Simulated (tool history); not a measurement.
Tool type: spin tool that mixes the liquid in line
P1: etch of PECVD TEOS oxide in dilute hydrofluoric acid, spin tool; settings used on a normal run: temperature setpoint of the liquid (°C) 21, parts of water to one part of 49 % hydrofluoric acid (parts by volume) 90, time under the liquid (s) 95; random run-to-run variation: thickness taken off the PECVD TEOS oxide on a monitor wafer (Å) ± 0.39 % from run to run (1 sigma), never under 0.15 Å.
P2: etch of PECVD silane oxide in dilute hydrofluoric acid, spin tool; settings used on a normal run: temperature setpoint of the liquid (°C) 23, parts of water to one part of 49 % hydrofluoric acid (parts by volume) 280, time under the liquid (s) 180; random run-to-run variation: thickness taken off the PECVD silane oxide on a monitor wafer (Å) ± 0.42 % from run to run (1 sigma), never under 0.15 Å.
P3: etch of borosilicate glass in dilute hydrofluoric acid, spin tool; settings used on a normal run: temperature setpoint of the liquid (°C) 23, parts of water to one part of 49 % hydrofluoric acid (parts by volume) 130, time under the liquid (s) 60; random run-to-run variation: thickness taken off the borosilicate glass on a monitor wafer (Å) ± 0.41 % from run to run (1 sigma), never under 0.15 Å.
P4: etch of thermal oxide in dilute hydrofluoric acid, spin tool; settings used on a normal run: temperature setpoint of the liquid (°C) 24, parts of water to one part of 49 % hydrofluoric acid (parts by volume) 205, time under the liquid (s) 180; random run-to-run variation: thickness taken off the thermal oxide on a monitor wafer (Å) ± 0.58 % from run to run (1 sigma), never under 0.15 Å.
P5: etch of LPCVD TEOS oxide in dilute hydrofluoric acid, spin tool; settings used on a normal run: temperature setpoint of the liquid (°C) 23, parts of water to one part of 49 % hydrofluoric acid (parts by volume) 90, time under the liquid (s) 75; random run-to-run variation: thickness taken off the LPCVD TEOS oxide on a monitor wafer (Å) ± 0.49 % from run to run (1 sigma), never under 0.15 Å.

run	hour	process that ran	temperature setpoint of the liquid (°C)	parts of water to one part of 49 % hydrofluoric acid (parts by volume)	time under the liquid (s)	hours since the thermometer was replaced	hours since the hydrofluoric acid flow meter was replaced	thickness taken off the PECVD TEOS oxide on a monitor wafer (Å)	thickness taken off the thermal oxide on a monitor wafer (Å)	thickness taken off the borosilicate glass on a monitor wafer (Å)	thickness taken off the PECVD silane oxide on a monitor wafer (Å)	thickness taken off the LPCVD TEOS oxide on a monitor wafer (Å)
1	8.3	P1	21	90	95	154.7	382	139.04				
2	21.7	P4	24	205	180	168.1	395.4		34.595			
3	29.5	P1	21	20	165	175.9	403.2	1178				
4	41.5	P3	23	130	60	187.9	415.2			236.18		
5	56	P2	23	510	180	202.4	429.7				50.953	
6	66.8	P1	21	90	30	213.2	440.5	44.396				
7	76.8	P4	24	90	180	223.2	450.5		89.709			
8	88.1	P1	21	90	95	234.5	461.8	139.57				
9	99.2	P4	24	205	180	245.6	472.9		34.315			
10	112.8	P2	31.5	280	180	259.2	486.5				152.07	
11	121.2	P3	23	65	60	267.6	494.9			515.54		
12	131.1	P1	21	90	95	277.5	504.8	140.01				
13	143.9	P4	24	205	340	290.3	517.6		65.405			
14	151.5	P1	21	140	95	297.9	525.2	85.44				
15	164	P4	29	205	180	310.4	537.7		41.592			
16	176.6	P5	23	90	35	323	550.3					122.87
17	185.6	P2	23	280	180	332	559.3				112.84	
18	193.6	P3	23	130	60	340	567.3			237.28		
19	204.8	P1	28	90	95	351.2	578.5	184.97				
20	215.3	P3	23	130	25	361.7	589			99.189		
21	228.4	P2	23	280	305	374.8	602.1				192.46	

Predict the results of run 22:
22	242.6	P1	21	90	95	389	616.3	?				

Run 22 gave thickness taken off the PECVD TEOS oxide on a monitor wafer (Å) 140.73.
